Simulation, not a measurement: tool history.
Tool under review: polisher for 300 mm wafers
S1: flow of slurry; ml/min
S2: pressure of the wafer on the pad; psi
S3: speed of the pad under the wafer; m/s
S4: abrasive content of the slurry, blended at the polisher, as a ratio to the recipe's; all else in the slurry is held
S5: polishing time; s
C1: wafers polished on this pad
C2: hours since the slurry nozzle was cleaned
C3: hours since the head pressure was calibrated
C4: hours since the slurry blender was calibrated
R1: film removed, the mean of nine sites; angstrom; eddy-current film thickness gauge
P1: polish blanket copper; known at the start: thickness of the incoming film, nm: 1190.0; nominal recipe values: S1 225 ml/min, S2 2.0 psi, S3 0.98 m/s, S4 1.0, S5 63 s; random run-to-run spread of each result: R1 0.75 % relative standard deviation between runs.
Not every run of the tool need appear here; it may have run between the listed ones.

run,day,S1,S2,S3,S4,S5,C1,C2,C3,C4,R1
1,0.488,225,2.0,0.98,1.0,63,877,136.1,221.9,37.8,1123.00
2,0.879,225,2.0,0.98,1.0,63,941,145.5,231.3,47.2,1121.30
3,1.158,225,2.0,0.98,1.0,63,986,152.2,238.0,53.9,1123.10
4,1.671,225,2.0,1.54,1.0,63,1070,164.5,250.3,66.2,1752.40
5,2.162,225,2.0,0.98,1.0,30,1150,176.3,262.1,78.0,535.92
6,2.483,225,2.0,0.98,1.0,63,1202,184.0,269.8,85.7,1110.10
# day 2.775: head pressure recalibrated
7,3.062,320,2.0,0.98,1.0,47,1297,197.9,6.9,99.6,868.67
8,3.642,330,2.9,0.98,1.0,63,1391,211.8,20.8,113.5,1675.50
9,4.079,225,2.5,0.68,1.0,63,1462,222.3,31.3,124.0,975.15
10,4.683,225,2.0,0.98,1.4,63,1561,236.8,45.8,138.5,1218.50
11,5.021,225,2.0,0.98,1.0,63,1616,244.9,53.9,146.6,1130.50
12,5.600,225,3.1,0.98,1.0,63,1710,258.8,67.8,160.5,1722.70
13,6.179,335,2.0,0.98,1.0,63,1804,272.7,81.7,174.4,1157.10
# day 6.271: slurry blender recalibrated
14,6.562,225,2.0,0.98,0.6,63,1867,281.9,90.9,7.0,999.48
15,7.054,135,2.0,0.98,1.0,63,1947,293.7,102.7,18.8,1032.60
16,7.508,225,2.0,0.60,1.0,63,2021,304.6,113.6,29.7,681.87
17,7.833,225,2.0,0.98,1.0,80,2074,312.4,121.4,37.5,1407.60

Predict the results of run 18:
18,8.288,225,1.4,0.98,1.0,63,2148,323.3,132.3,48.4,?

{"run 18": {"R1": 774.13}}

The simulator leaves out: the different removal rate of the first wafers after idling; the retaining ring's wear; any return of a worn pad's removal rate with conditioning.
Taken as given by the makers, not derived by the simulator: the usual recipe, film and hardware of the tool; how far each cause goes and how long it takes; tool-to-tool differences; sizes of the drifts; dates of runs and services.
